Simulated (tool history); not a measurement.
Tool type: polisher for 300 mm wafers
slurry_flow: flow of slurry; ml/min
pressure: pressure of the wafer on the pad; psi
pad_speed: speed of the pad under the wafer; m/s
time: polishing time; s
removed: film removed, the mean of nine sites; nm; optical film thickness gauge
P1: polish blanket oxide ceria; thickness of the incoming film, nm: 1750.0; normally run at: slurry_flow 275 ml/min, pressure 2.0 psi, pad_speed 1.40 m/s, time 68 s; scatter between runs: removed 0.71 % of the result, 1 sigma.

| run | hour | slurry_flow | pressure | pad_speed | time | wafers polished on this pad | hours since the slurry nozzle was cleaned | hours since the head pressure was calibrated | removed |
|---|---|---|---|---|---|---|---|---|---|
| 1 | 6.8 | 275 | 2.0 | 1.40 | 68 | 662 | 201.3 | 248.9 | 259.39 |
| 2 | 12.4 | 360 | 2.6 | 1.40 | 68 | 731 | 206.9 | 254.5 | 353.65 |
| 3 | 21.6 | 395 | 2.0 | 1.40 | 68 | 844 | 216.1 | 263.7 | 271.11 |
| 4 | 29.1 | 275 | 0.9 | 1.40 | 68 | 936 | 223.6 | 271.2 | 118.79 |
| 5 | 40.8 | 165 | 2.0 | 1.40 | 68 | 1080 | 235.3 | 282.9 | 249.23 |
| 6 | 52.9 | 275 | 2.0 | 0.64 | 68 | 1228 | 247.4 | 295.0 | 119.54 |
| 7 | 58.2 | 275 | 2.5 | 1.40 | 68 | 1294 | 252.7 | 300.3 | 326.91 |
| 8 | 63.6 | 275 | 2.0 | 1.40 | 68 | 1360 | 258.1 | 305.7 | 263.03 |
|  | 66.3 | slurry nozzle cleaned |
| 9 | 74.4 | 275 | 2.0 | 1.40 | 68 | 1492 | 8.1 | 316.5 | 264.11 |
| 10 | 83.7 | 275 | 2.6 | 1.74 | 68 | 1607 | 17.4 | 325.8 | 428.20 |
| 11 | 91.1 | 275 | 2.0 | 1.40 | 108 | 1698 | 24.8 | 333.2 | 416.64 |
| 12 | 99.6 | 275 | 2.0 | 1.40 | 68 | 1802 | 33.3 | 341.7 | 262.14 |
| 13 | 111.7 | 275 | 2.0 | 1.40 | 31 | 1951 | 45.4 | 353.8 | 118.63 |
| 14 | 121.1 | 275 | 2.0 | 1.40 | 68 | 2066 | 54.8 | 363.2 | 261.90 |
| 15 | 133.2 | 275 | 2.0 | 1.86 | 68 | 2215 | 66.9 | 375.3 | 352.83 |
| 16 | 141.8 | 275 | 2.0 | 1.40 | 68 | 2320 | 75.5 | 383.9 | 262.14 |
| 17 | 150.4 | 275 | 2.0 | 1.40 | 68 | 2426 | 84.1 | 392.5 | 256.95 |
| 18 | 160.9 | 275 | 2.0 | 1.40 | 68 | 2555 | 94.6 | 403.0 | 252.73 |
| 19 | 167.4 | 275 | 2.0 | 1.40 | 68 | 2635 | 101.1 | 409.5 | 252.21 |
| 20 | 173.8 | 275 | 2.0 | 1.40 | 68 | 2713 | 107.5 | 415.9 | 248.50 |
| 21 | 180.1 | 275 | 2.0 | 1.40 | 68 | 2791 | 113.8 | 422.2 | 251.74 |
|  | 183.8 | head pressure recalibrated |
| 22 | 190.4 | 275 | 2.0 | 1.40 | 68 | 2917 | 124.1 | 6.7 | 248.92 |
| 23 | 202.5 | 275 | 2.0 | 1.40 | 68 | 3066 | 136.2 | 18.8 | 249.09 |

The output of P1 has drifted from where it used to be. Each of the 2 causes below, taken at the size shown beside it, accounts for the log equally well:
A: slurry flow missing at the pad, % = 35.4
B: removal rate lost through wear of the pad, % = 5.13
The gradual shift began around hour 141.8.
Ruled out, with reasons:
head's pressure below its setpoint, %: serviced at hour 183.8, after the change had begun; the process did not return to its earlier output

Of the 4 check runs below, each run on 3 wafers with the results averaged and each result still a question mark, which one would tell the listed causes apart?
| check 1 | 214.6 | 275 | 2.0 | 1.82 | 106 |  |  |  | ? |
| check 2 | 214.6 | 275 | 1.1 | 1.40 | 68 |  |  |  | ? |
| check 3 | 214.6 | 275 | 2.0 | 1.10 | 68 |  |  |  | ? |
| check 4 | 214.6 | 165 | 2.0 | 1.40 | 44 |  |  |  | ? |

Predicted outcomes, by check and by cause:
| check | result | if A | if B |
|---|---|---|---|
| check 1 | removed | 505.42 | 505.42 |
| check 2 | removed | 137.17 | 137.17 |
| check 3 | removed | 195.96 | 195.96 |
| check 4 | removed | 146.62 | 151.39 |
How far apart the two closest causes lie, in the result that separates them most: check 1 0 %; check 2 0 %; check 3 0 %; check 4 3.2 %
Check 4 distinguishes between the causes, while the remaining checks would return nearly the same result for all of them.

Check 4 has now been run. It gave: removed 147.60 nm. Which of the candidate causes is it?

A is the cause: slurry flow missing at the pad, %.
